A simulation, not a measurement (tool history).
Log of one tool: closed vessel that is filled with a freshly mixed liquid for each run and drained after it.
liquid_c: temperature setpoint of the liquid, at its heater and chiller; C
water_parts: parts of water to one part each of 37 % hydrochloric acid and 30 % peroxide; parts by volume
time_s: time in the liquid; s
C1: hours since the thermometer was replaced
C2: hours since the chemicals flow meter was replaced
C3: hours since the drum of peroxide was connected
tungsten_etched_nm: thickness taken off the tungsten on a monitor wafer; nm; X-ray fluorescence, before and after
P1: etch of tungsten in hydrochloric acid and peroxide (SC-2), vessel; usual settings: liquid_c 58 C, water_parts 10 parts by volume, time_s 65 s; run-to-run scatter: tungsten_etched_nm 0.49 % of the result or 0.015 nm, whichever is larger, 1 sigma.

Run 1, day 0.554: liquid_c 58 C, water_parts 10 parts by volume, time_s 65 s; C1 1056.3; C2 744.5; C3 586.9. Result: tungsten_etched_nm 28.0210 nm.
Run 2, day 0.912: liquid_c 58 C, water_parts 10 parts by volume, time_s 65 s; C1 1064.9; C2 753.1; C3 595.5. Result: tungsten_etched_nm 28.1690 nm.
Run 3, day 1.254: liquid_c 58 C, water_parts 10 parts by volume, time_s 125 s; C1 1073.1; C2 761.3; C3 603.7. Result: tungsten_etched_nm 53.8440 nm.
Run 4, day 1.738: liquid_c 58 C, water_parts 10 parts by volume, time_s 65 s; C1 1084.7; C2 772.9; C3 615.3. Result: tungsten_etched_nm 27.8760 nm.
Run 5, day 2.117: liquid_c 58 C, water_parts 4 parts by volume, time_s 65 s; C1 1093.8; C2 782.0; C3 624.4. Result: tungsten_etched_nm 55.7370 nm.
Run 6, day 2.408: liquid_c 58 C, water_parts 10 parts by volume, time_s 65 s; C1 1100.8; C2 789.0; C3 631.4. Result: tungsten_etched_nm 27.8660 nm.
Run 7, day 2.938: liquid_c 58 C, water_parts 10 parts by volume, time_s 30 s; C1 1113.5; C2 801.7; C3 644.1. Result: tungsten_etched_nm 12.9490 nm.
Run 8, day 3.383: liquid_c 66 C, water_parts 10 parts by volume, time_s 65 s; C1 1124.2; C2 812.4; C3 654.8. Result: tungsten_etched_nm 46.2700 nm.
Run 9, day 3.833: liquid_c 43 C, water_parts 10 parts by volume, time_s 110 s; C1 1135.0; C2 823.2; C3 665.6. Result: tungsten_etched_nm 17.5060 nm.
Run 10, day 4.292: liquid_c 58 C, water_parts 10 parts by volume, time_s 65 s; C1 1146.0; C2 834.2; C3 676.6. Result: tungsten_etched_nm 27.7970 nm.
Run 11, day 4.596: liquid_c 58 C, water_parts 10 parts by volume, time_s 65 s; C1 1153.3; C2 841.5; C3 683.9. Result: tungsten_etched_nm 27.9530 nm.
Run 12, day 5.121: liquid_c 46 C, water_parts 10 parts by volume, time_s 100 s; C1 1165.9; C2 854.1; C3 696.5. Result: tungsten_etched_nm 19.6530 nm.
Run 13, day 5.438: liquid_c 42 C, water_parts 10 parts by volume, time_s 65 s; C1 1173.5; C2 861.7; C3 704.1. Result: tungsten_etched_nm 9.6535 nm.
Run 14, day 5.950: liquid_c 58 C, water_parts 18 parts by volume, time_s 65 s; C1 1185.8; C2 874.0; C3 716.4. Result: tungsten_etched_nm 16.7150 nm.
Run 15, day 6.208: liquid_c 58 C, water_parts 10 parts by volume, time_s 65 s; C1 1192.0; C2 880.2; C3 722.6. Result: tungsten_etched_nm 27.8580 nm.
Run 16, day 6.617: liquid_c 58 C, water_parts 10 parts by volume, time_s 65 s; C1 1201.8; C2 890.0; C3 732.4. Result: tungsten_etched_nm 28.0640 nm.
Run 17, day 6.908: liquid_c 58 C, water_parts 10 parts by volume, time_s 65 s; C1 1208.8; C2 897.0; C3 739.4. Result: tungsten_etched_nm 28.4580 nm.
Run 18, day 7.325: liquid_c 58 C, water_parts 10 parts by volume, time_s 65 s; C1 1218.8; C2 907.0; C3 749.4. Result: tungsten_etched_nm 29.2960 nm.
Run 19, day 7.662: liquid_c 58 C, water_parts 10 parts by volume, time_s 65 s; C1 1226.9; C2 915.1; C3 757.5. Result: tungsten_etched_nm 29.4580 nm.
Run 20, day 7.929: liquid_c 58 C, water_parts 10 parts by volume, time_s 65 s; C1 1233.3; C2 921.5; C3 763.9. Result: tungsten_etched_nm 29.6940 nm.
Run 21, day 8.196: liquid_c 58 C, water_parts 10 parts by volume, time_s 65 s; C1 1239.7; C2 927.9; C3 770.3. Result: tungsten_etched_nm 29.8760 nm.
Run 22, day 8.612: liquid_c 58 C, water_parts 10 parts by volume, time_s 65 s; C1 1249.7; C2 937.9; C3 780.3. Result: tungsten_etched_nm 29.8730 nm.
Run 23, day 8.996: liquid_c 58 C, water_parts 10 parts by volume, time_s 65 s; C1 1258.9; C2 947.1; C3 789.5. Result: tungsten_etched_nm 29.8440 nm.
Run 24, day 9.379: liquid_c 58 C, water_parts 10 parts by volume, time_s 65 s; C1 1268.1; C2 956.3; C3 798.7. Result: tungsten_etched_nm 29.9750 nm.
Run 25, day 9.842: liquid_c 58 C, water_parts 10 parts by volume, time_s 65 s; C1 1279.2; C2 967.4; C3 809.8. Result: tungsten_etched_nm 29.9050 nm.

What P1 gives has crept away from where it was. These 2 causes fit the log equally well, each at the size given:
A: chemicals flow above the setpoint (%) = 8.58
B: liquid hotter than its thermometer reads (K) = 1.08
The creep began at about day 6.617.
Why every other cause is out:
peroxide weaker than its label (%): at most 8, which would move tungsten_etched_nm by -7.4 %: too little, or the wrong way

4 check runs are offered, each on 3 wafers whose results are averaged, their results left as question marks. Which one tells the causes apart?
Run check 1, day 10.304: liquid_c 43.0 C, water_parts 4.0 parts by volume, time_s 65 s. Result: tungsten_etched_nm ?.
Run check 2, day 10.304: liquid_c 46.5 C, water_parts 10.0 parts by volume, time_s 30 s. Result: tungsten_etched_nm ?.
Run check 3, day 10.304: liquid_c 42.5 C, water_parts 17.5 parts by volume, time_s 65 s. Result: tungsten_etched_nm ?.
Run check 4, day 10.304: liquid_c 58.0 C, water_parts 14.5 parts by volume, time_s 125 s. Result: tungsten_etched_nm ?.

What each check would give under each cause:
  check              result     if A     if B
check 1  tungsten_etched_nm  21.7780  22.2380
check 2  tungsten_etched_nm   6.4865   6.5206
check 3  tungsten_etched_nm   6.5984   6.6093
check 4  tungsten_etched_nm  42.0440  41.8910
How far apart the two closest causes lie, in the result that separates them most: check 1 2.09 %; check 2 0.52 %; check 3 0.17 %; check 4 0.36 %
Check 1 tells the causes apart: in the others they would give nearly the same result.

Then check 1 was run and gave: tungsten_etched_nm 21.7920 nm. Which cause is it?

It is A: chemicals flow above the setpoint (%).
